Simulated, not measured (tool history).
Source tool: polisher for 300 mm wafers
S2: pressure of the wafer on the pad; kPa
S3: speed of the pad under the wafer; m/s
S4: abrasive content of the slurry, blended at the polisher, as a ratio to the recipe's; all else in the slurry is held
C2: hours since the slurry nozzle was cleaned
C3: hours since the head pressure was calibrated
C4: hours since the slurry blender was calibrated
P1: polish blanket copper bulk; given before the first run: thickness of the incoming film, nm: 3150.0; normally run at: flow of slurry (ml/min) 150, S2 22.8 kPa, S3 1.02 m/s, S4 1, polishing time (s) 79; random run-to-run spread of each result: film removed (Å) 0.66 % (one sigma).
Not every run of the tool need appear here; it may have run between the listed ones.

Run 1, hour 2.4: flow of slurry (ml/min) 150, S2 22.8 kPa, S3 1.02 m/s, S4 1, polishing time (s) 79; wafers polished on this pad 169; C2 223.3; C3 540.9; C4 157.4. Result: film removed (Å) 7688.1.
Run 2, hour 4.8: flow of slurry (ml/min) 150, S2 22.8 kPa, S3 1.02 m/s, S4 1, polishing time (s) 79; wafers polished on this pad 188; C2 225.7; C3 543.3; C4 159.8. Result: film removed (Å) 7708.8.
Run 3, hour 8: flow of slurry (ml/min) 150, S2 22.8 kPa, S3 1.02 m/s, S4 1.45, polishing time (s) 79; wafers polished on this pad 212; C2 228.9; C3 546.5; C4 163. Result: film removed (Å) 8321.6.
Run 4, hour 10.4: flow of slurry (ml/min) 150, S2 22.8 kPa, S3 1.02 m/s, S4 1, polishing time (s) 79; wafers polished on this pad 230; C2 231.3; C3 548.9; C4 165.4. Result: film removed (Å) 7703.6.
Run 5, hour 13.6: flow of slurry (ml/min) 150, S2 22.8 kPa, S3 1.02 m/s, S4 1, polishing time (s) 36; wafers polished on this pad 254; C2 234.5; C3 552.1; C4 168.6. Result: film removed (Å) 3508.
Run 6, hour 15.6: flow of slurry (ml/min) 150, S2 29 kPa, S3 1.02 m/s, S4 1, polishing time (s) 79; wafers polished on this pad 269; C2 236.5; C3 554.1; C4 170.6. Result: film removed (Å) 9740.1.
Run 7, hour 19.1: flow of slurry (ml/min) 90, S2 22.8 kPa, S3 1.02 m/s, S4 1, polishing time (s) 79; wafers polished on this pad 295; C2 240; C3 557.6; C4 174.1. Result: film removed (Å) 6899.5.
Run 8, hour 22: flow of slurry (ml/min) 150, S2 22.8 kPa, S3 1.02 m/s, S4 1, polishing time (s) 79; wafers polished on this pad 317; C2 242.9; C3 560.5; C4 177. Result: film removed (Å) 7609.2.
Run 9, hour 26.3: flow of slurry (ml/min) 150, S2 10.3 kPa, S3 1.02 m/s, S4 1, polishing time (s) 79; wafers polished on this pad 349; C2 247.2; C3 564.8; C4 181.3. Result: film removed (Å) 3492.5.
Run 10, hour 30.7: flow of slurry (ml/min) 150, S2 22.8 kPa, S3 1.02 m/s, S4 1, polishing time (s) 79; wafers polished on this pad 382; C2 251.6; C3 569.2; C4 185.7. Result: film removed (Å) 7716.9.
At hour 32: slurry nozzle cleaned.
Run 11, hour 33.8: flow of slurry (ml/min) 150, S2 22.8 kPa, S3 1.02 m/s, S4 1, polishing time (s) 119; wafers polished on this pad 406; C2 1.8; C3 572.3; C4 188.8. Result: film removed (Å) 11662.
Run 12, hour 36.5: flow of slurry (ml/min) 150, S2 11 kPa, S3 1.02 m/s, S4 0.7, polishing time (s) 79; wafers polished on this pad 426; C2 4.5; C3 575; C4 191.5. Result: film removed (Å) 3434.8.
Run 13, hour 40.1: flow of slurry (ml/min) 150, S2 22.8 kPa, S3 1.02 m/s, S4 1, polishing time (s) 79; wafers polished on this pad 453; C2 8.1; C3 578.6; C4 195.1. Result: film removed (Å) 7651.4.
Run 14, hour 42.2: flow of slurry (ml/min) 150, S2 22.8 kPa, S3 0.46 m/s, S4 1, polishing time (s) 79; wafers polished on this pad 469; C2 10.2; C3 580.7; C4 197.2. Result: film removed (Å) 3442.2.
Run 15, hour 44.5: flow of slurry (ml/min) 215, S2 22.8 kPa, S3 1.02 m/s, S4 1, polishing time (s) 79; wafers polished on this pad 486; C2 12.5; C3 583; C4 199.5. Result: film removed (Å) 8021.9.

Run 16, settings as shown, results not yet in. Your forecast:
Run 16, hour 46.6: flow of slurry (ml/min) 150, S2 22.8 kPa, S3 1.02 m/s, S4 0.6, polishing time (s) 79; wafers polished on this pad 502; C2 14.6; C3 585.1; C4 201.6. Result: film removed (Å) ?.

{"run 16": {"film removed (Å)": 6866}}
